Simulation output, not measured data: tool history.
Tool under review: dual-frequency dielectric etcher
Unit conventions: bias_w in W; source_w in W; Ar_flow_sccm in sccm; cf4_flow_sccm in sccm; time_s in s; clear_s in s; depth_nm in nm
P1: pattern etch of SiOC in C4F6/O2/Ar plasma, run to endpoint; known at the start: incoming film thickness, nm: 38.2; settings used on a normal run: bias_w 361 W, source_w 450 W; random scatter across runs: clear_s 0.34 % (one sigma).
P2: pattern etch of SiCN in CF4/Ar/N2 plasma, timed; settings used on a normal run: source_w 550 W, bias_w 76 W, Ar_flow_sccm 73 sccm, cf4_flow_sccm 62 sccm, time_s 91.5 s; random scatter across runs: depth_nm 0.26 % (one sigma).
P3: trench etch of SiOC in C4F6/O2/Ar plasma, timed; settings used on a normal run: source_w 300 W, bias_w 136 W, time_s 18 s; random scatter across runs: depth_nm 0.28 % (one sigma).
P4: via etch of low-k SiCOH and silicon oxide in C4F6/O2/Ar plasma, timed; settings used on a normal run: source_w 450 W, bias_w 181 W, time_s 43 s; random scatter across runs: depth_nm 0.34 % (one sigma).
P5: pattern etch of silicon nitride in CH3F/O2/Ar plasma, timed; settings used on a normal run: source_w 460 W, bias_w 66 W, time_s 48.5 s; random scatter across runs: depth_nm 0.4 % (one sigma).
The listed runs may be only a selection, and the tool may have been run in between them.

run,hour,process,bias_w,source_w,Ar_flow_sccm,cf4_flow_sccm,time_s,clear_s,depth_nm
1,8.5,P1,361,450,,,,13.954,
2,13.3,P1,361,610,,,,12.327,
3,18.7,P2,76,710,73,62,91.5,,118.96
4,25.7,P5,51,460,,,48.5,,32.467
5,34.8,P2,76,550,73,62,121,,125.64
6,44.1,P1,361,300,,,,16.261,
7,50.5,P2,76,550,95,62,91.5,,91.126
8,55.8,P2,76,550,73,62,91.5,,95.638
9,67,P5,66,460,,,48.5,,35.329
10,73.2,P3,96,300,,,18,,27.541
11,81.1,P3,136,200,,,18,,26.058
12,85.9,P5,66,360,,,48.5,,32.095
13,96.1,P1,242,450,,,,16.005,
14,102.7,P4,181,450,,,43,,115.14
15,109.9,P1,361,450,,,,13.88,
16,117.5,P5,66,460,,,64,,46.302
17,124.9,P3,136,300,,,18,,30.565
18,129.9,P3,136,300,,,12.5,,21.179
19,137,P1,361,450,,,,13.907,
20,146.8,P4,181,450,,,61.5,,164.68
21,152.1,P5,66,460,,,48.5,,35.015
22,158.8,P1,265,360,,,,16.859,
23,164,P2,76,550,73,62,91.5,,94.889
24,171.6,P2,76,550,73,38,91.5,,88.425
25,181,P4,181,590,,,43,,128.57
26,188.4,P1,480,450,,,,12.619,
27,193.9,P4,181,450,,,43,,115.68
28,199.4,P4,214,450,,,43,,122.27
29,205.9,P1,361,450,,,,13.876,
30,213.5,P2,100,550,73,62,91.5,,104.34

Run 31 comes next. What will it give?
31,222.1,P3,136,300,,,18,,?

depth_nm: 30.5 nm
